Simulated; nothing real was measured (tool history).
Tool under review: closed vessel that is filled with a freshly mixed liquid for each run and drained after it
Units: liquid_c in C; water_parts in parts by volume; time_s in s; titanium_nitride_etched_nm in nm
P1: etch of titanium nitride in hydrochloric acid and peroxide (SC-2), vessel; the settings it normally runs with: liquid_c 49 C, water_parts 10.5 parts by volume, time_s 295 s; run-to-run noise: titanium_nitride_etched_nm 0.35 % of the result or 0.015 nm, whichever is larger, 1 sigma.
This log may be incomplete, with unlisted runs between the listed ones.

run	hour	liquid_c	water_parts	time_s	hours since the thermometer was replaced	hours since the chemicals flow meter was replaced	hours since the drum of peroxide was connected	titanium_nitride_etched_nm
1	7.5	49	10.5	295	271.3	997.0	535.9	8.0032
2	15.0	49	10.5	585	278.8	1004.5	543.4	15.6800
3	21.4	49	10.5	90	285.2	1010.9	549.8	2.4271
4	26.1	49	4.0	295	289.9	1015.6	554.5	16.5510
5	35.5	49	10.5	295	299.3	1025.0	563.9	7.9174
6	41.4	49	18.5	295	305.2	1030.9	569.8	4.8047
7	51.2	49	10.5	295	315.0	1040.7	579.6	7.8644
8	59.9	49	14.5	175	323.7	1049.4	588.3	3.5657
9	69.4	35	10.5	295	333.2	1058.9	597.8	2.9727
10	78.5	49	10.5	295	342.3	1068.0	606.9	7.9413
11	87.9	58	10.5	295	351.7	1077.4	616.3	14.2520
12	92.9	49	10.5	295	356.7	1082.4	621.3	7.9188
13	98.9	49	10.5	295	362.7	1088.4	627.3	7.7543
14	106.6	49	10.5	295	370.4	1096.1	635.0	7.6476
15	113.6	49	10.5	295	377.4	1103.1	642.0	7.4805
16	122.4	49	10.5	295	386.2	1111.9	650.8	7.4473
# hour 125.7: new drum of peroxide connected
17	128.3	49	10.5	295	392.1	1117.8	2.6	7.3351
18	135.5	49	10.5	295	399.3	1125.0	9.8	7.3389
19	143.5	49	10.5	295	407.3	1133.0	17.8	7.2880
20	149.2	49	10.5	295	413.0	1138.7	23.5	7.3147
21	154.3	49	10.5	295	418.1	1143.8	28.6	7.2309
22	164.3	49	10.5	295	428.1	1153.8	38.6	7.2278

Forecast run 23:
23	171.1	49	10.5	295	434.9	1160.6	45.4	?

titanium_nitride_etched_nm: 7.2407 nm
